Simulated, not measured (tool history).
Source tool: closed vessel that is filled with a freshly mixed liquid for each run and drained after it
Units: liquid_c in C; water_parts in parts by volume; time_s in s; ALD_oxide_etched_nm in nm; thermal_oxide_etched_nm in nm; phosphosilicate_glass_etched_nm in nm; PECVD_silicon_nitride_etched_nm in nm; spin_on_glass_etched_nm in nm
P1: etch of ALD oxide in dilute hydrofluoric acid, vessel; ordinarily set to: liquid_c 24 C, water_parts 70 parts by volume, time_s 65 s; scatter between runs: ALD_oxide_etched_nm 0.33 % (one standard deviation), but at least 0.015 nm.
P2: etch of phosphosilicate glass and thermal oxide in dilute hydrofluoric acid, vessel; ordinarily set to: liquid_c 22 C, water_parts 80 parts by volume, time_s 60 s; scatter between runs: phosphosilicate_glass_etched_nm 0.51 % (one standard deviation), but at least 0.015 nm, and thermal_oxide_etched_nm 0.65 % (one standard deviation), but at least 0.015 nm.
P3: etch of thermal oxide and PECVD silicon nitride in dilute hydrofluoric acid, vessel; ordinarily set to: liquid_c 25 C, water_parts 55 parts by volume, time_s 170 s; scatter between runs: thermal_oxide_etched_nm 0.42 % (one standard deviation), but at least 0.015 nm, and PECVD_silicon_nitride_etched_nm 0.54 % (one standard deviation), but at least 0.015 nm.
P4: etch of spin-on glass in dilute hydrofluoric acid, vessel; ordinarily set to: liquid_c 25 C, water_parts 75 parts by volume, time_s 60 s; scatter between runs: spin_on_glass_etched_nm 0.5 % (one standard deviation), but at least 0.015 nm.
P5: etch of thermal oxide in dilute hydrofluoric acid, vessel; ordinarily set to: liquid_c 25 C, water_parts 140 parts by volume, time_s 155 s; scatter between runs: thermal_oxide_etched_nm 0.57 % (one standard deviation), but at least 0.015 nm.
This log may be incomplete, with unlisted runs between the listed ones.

run	hour	process	liquid_c	water_parts	time_s	hours since the thermometer was replaced	hours since the hydrofluoric acid flow meter was replaced	ALD_oxide_etched_nm	thermal_oxide_etched_nm	phosphosilicate_glass_etched_nm	PECVD_silicon_nitride_etched_nm	spin_on_glass_etched_nm
1	14.8	P1	24	70	65	726.7	808.5	16.828				
2	25.4	P5	19.5	140	155	737.3	819.1		4.0762			
3	41.5	P2	22	45	60	753.4	835.2		6.1959	141.73		
4	53.2	P1	24	70	130	765.1	846.9	33.659				
5	60.4	P3	25	55	170	772.3	854.1		15.805		11.304	
6	69	P5	25	75	155	780.9	862.7		10.132			
7	79.3	P1	17	105	65	791.2	873	8.1012				
8	89.2	P1	24	70	65	801.1	882.9	16.747				
9	104.5	P1	24	70	65	816.4	898.2	16.871				
10	120.8	P1	19.5	70	65	832.7	914.5	14.035				
11	137.1	P5	25	140	155	849	930.8		5.0103			
12	153.1	P1	24	70	65	865	946.8	16.846				
13	162	P1	29.5	70	65	873.9	955.7	20.878				
14	172.5	P1	24	120	65	884.4	966.2	9.1994				
15	187.4	P5	25	140	315	899.3	981.1		10.144			
16	194.6	P1	24	30	95	906.5	988.3	60.348				
17	207.8	P3	25	90	170	919.7	1001.5		9.1663		7.0202	
18	219	P2	22	80	30	930.9	1012.7		1.716	37.901		
19	234	P1	24	30	65	945.9	1027.7	41.668				
20	250.1	P4	25	75	115	962	1043.8					78.768
21	259.7	P2	22	80	60	971.6	1053.4		3.369	76.534		
22	275	P3	30.5	55	170	986.9	1068.7		19.774		16.264	
23	289.1	P1	24	70	30	1001	1082.8	7.7363				
24	300.7	P4	17	75	60	1012.6	1094.4					29.481
25	310.5	P3	25	55	335	1022.4	1104.2		31.011		22.389	
26	327.3	P1	24	70	65	1039.2	1121	16.848				
27	335.6	P4	25	75	60	1047.5	1129.3					41.376
28	348.4	P2	30	80	60	1060.3	1142.1		4.6472	104.64		
29	355.7	P4	25	115	60	1067.6	1149.4					25.681
30	366	P1	24	70	65	1077.9	1159.7	16.853				
31	374.1	P1	24	70	65	1086	1167.8	17.272				
32	385.7	P1	24	70	65	1097.6	1179.4	17.817				
33	398.6	P1	24	70	65	1110.5	1192.3	18.05				
34	406.8	P1	24	70	65	1118.7	1200.5	18.068				
35	416.7	P1	24	70	65	1128.6	1210.4	18.219				
36	424.9	P1	24	70	65	1136.8	1218.6	18.207				
37	441.2	P1	24	70	65	1153.1	1234.9	18.241				

What P1 gives has crept off from where it sat before. The 2 causes that follow fit the log equally well, each at the size noted:
A: hydrofluoric acid flow above the setpoint (%) = 7.6
B: liquid hotter than its thermometer reads (K) = 1.99
Creep in the process output first set in at about hour 366.

Below are 4 check runs, each on a single wafer, with their results shown as question marks. Which of them would tell the listed causes apart, meaning the causes would give clearly different results under it?
check 1	457.5	P3	28.5	55	325				?		?	
check 2	457.5	P4	20	105	60							?
check 3	457.5	P2	29	80	35				?	?		
check 4	457.5	P5	19.5	140	280				?			

Expected result of each check under each candidate cause:
check	result	if A	if B
check 1	thermal_oxide_etched_nm	37.643	37.611
check 1	PECVD_silicon_nitride_etched_nm	29.371	31.068
check 2	spin_on_glass_etched_nm	25.171	25.151
check 3	thermal_oxide_etched_nm	2.8094	2.7942
check 3	phosphosilicate_glass_etched_nm	63.679	63.336
check 4	thermal_oxide_etched_nm	7.9594	7.9249
Gap, in per cent, between the two causes that each check separates least, read from the result that separates them most: check 1 5.62 %; check 2 0.08 %; check 3 0.54 %; check 4 0.43 %
Check 1 distinguishes between the causes, while the remaining checks would return nearly the same result for all of them.

Check 1 has now been run. It gave: thermal_oxide_etched_nm 37.603 nm; PECVD_silicon_nitride_etched_nm 29.233 nm. Which of the candidate causes is it?

It is A: hydrofluoric acid flow above the setpoint (%).
